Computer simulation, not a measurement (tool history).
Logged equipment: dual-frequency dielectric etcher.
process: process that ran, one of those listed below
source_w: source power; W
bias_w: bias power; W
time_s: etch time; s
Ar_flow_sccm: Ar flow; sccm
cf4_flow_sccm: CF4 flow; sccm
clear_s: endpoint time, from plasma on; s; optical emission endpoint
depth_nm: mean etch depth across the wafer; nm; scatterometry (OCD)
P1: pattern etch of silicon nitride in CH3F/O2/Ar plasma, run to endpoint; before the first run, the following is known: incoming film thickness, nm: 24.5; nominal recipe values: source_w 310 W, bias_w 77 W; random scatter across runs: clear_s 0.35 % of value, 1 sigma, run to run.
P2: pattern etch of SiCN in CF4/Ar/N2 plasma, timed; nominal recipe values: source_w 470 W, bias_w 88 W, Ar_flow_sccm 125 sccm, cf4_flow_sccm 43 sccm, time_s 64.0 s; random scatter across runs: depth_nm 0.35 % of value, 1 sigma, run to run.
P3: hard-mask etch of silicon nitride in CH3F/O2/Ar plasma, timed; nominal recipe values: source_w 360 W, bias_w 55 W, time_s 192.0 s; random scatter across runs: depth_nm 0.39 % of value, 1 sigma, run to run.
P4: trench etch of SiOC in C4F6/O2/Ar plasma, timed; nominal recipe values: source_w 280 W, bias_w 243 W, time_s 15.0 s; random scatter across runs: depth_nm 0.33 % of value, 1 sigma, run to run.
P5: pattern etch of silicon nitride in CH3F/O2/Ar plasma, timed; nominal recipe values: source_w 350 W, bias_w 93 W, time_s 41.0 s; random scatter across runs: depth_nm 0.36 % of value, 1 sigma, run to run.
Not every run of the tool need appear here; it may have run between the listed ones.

run,day,process,source_w,bias_w,time_s,Ar_flow_sccm,cf4_flow_sccm,hours since the last wet clean,hours since the last source power generator calibration,hours since the last bias power generator calibration,clear_s,depth_nm
1,0.396,P1,310,77,,,,466.7,1823.2,1866.2,38.255,
2,1.054,P5,350,93,41.0,,,482.5,1839.0,1882.0,,30.134
3,1.375,P5,350,93,30.0,,,490.2,1846.7,1889.7,,22.017
4,1.838,P5,230,93,41.0,,,501.3,1857.8,1900.8,,25.862
5,2.379,P2,470,88,64.0,125,43,514.3,1870.8,1913.8,,53.725
# day 2.725: bias power generator calibrated
6,2.821,P3,360,55,246.5,,,524.9,1881.4,2.3,,154.500
7,3.267,P1,310,97,,,,535.6,1892.1,13.0,35.540,
8,3.850,P4,160,243,15.0,,,549.6,1906.1,27.0,,23.172
9,4.317,P2,290,88,64.0,125,43,560.8,1917.3,38.2,,35.463
10,4.738,P2,470,88,64.0,166,43,570.9,1927.4,48.3,,51.368
11,5.142,P1,310,77,,,,580.6,1937.1,58.0,38.506,
# day 5.688: source power generator calibrated
12,5.733,P3,360,55,192.0,,,594.8,1.2,72.2,,120.560
13,6.354,P1,410,77,,,,609.7,16.1,87.1,34.733,
14,6.958,P5,350,126,41.0,,,624.2,30.6,101.6,,33.860
15,7.542,P2,470,88,64.0,125,57,638.2,44.6,115.6,,55.831
16,7.858,P5,350,93,41.0,,,645.8,52.2,123.2,,30.055
17,8.538,P3,360,55,192.0,,,662.1,68.5,139.5,,120.480
18,9.138,P4,280,243,8.0,,,676.5,82.9,153.9,,15.192
19,9.646,P2,470,88,78.0,125,43,688.7,95.1,166.1,,65.344
20,10.217,P1,310,63,,,,702.4,108.8,179.8,41.171,
21,10.729,P1,310,77,,,,714.7,121.1,192.1,38.582,
22,11.225,P2,470,72,64.0,125,43,726.6,133.0,204.0,,49.185
23,11.892,P1,200,62,,,,742.6,149.0,220.0,49.137,
24,12.329,P1,310,77,,,,753.1,159.5,230.5,38.583,
25,12.825,P4,280,333,15.0,,,765.0,171.4,242.4,,32.143
26,13.208,P3,440,55,192.0,,,774.2,180.6,251.6,,130.080
27,13.775,P4,280,243,15.0,,,787.8,194.2,265.2,,28.707
28,14.117,P3,360,43,192.0,,,796.0,202.4,273.4,,111.410
29,14.542,P1,190,77,,,,806.2,212.6,283.6,46.437,
30,14.933,P1,310,77,,,,815.6,222.0,293.0,38.627,
31,15.271,P1,310,77,,,,823.7,230.1,301.1,38.832,
32,15.729,P1,310,77,,,,834.7,241.1,312.1,39.011,
33,16.050,P1,310,77,,,,842.4,248.8,319.8,38.946,
# day 16.596: wet clean of the chamber
34,16.638,P1,310,77,,,,1.1,262.9,333.9,39.264,
35,17.038,P1,310,77,,,,10.7,272.5,343.5,39.151,
36,17.504,P1,310,77,,,,21.9,283.7,354.7,39.381,

What P1 gives has crept off from where it sat before. The 2 causes that follow fit the log equally well, each at the size noted:
A: source power that arrives under what is set, % = 4.57
B: bias power that arrives under what is set, % = 4.86
The onset of the drift is placed at about day 14.933.
The rest of the possible causes, and what rules out each one:
chamber walls in a state that lowers the etch rate, %: its service at day 16.596 followed the start of the drift and did not put the process back to its old value

Consider the 4 check runs below, whose results appear as question marks and each of which averages 2 wafers. Which one distinguishes the causes, in that each cause would give it a clearly different result?
check 1,17.971,P4,280,243,15.0,,,,,,,?
check 2,17.971,P5,350,93,41.0,,,,,,,?
check 3,17.971,P2,470,88,64.0,125,43,,,,,?
check 4,17.971,P3,360,55,192.0,,,,,,,?

Expected result of each check under each candidate cause:
check,result,if A,if B
check 1,depth_nm,28.179,28.199
check 2,depth_nm,29.681,29.660
check 3,depth_nm,51.566,52.627
check 4,depth_nm,118.570,118.800
How far apart the two closest causes lie, in the result that separates them most: check 1 0.07 %; check 2 0.07 %; check 3 2.04 %; check 4 0.19 %
Of the check runs offered, only check 3 discriminates between the causes; the rest would read about the same regardless of which cause applies.

Then check 3 was run and gave: depth_nm 51.736 nm. Which cause is it?

The correct cause is A, namely: source power that arrives under what is set, %.

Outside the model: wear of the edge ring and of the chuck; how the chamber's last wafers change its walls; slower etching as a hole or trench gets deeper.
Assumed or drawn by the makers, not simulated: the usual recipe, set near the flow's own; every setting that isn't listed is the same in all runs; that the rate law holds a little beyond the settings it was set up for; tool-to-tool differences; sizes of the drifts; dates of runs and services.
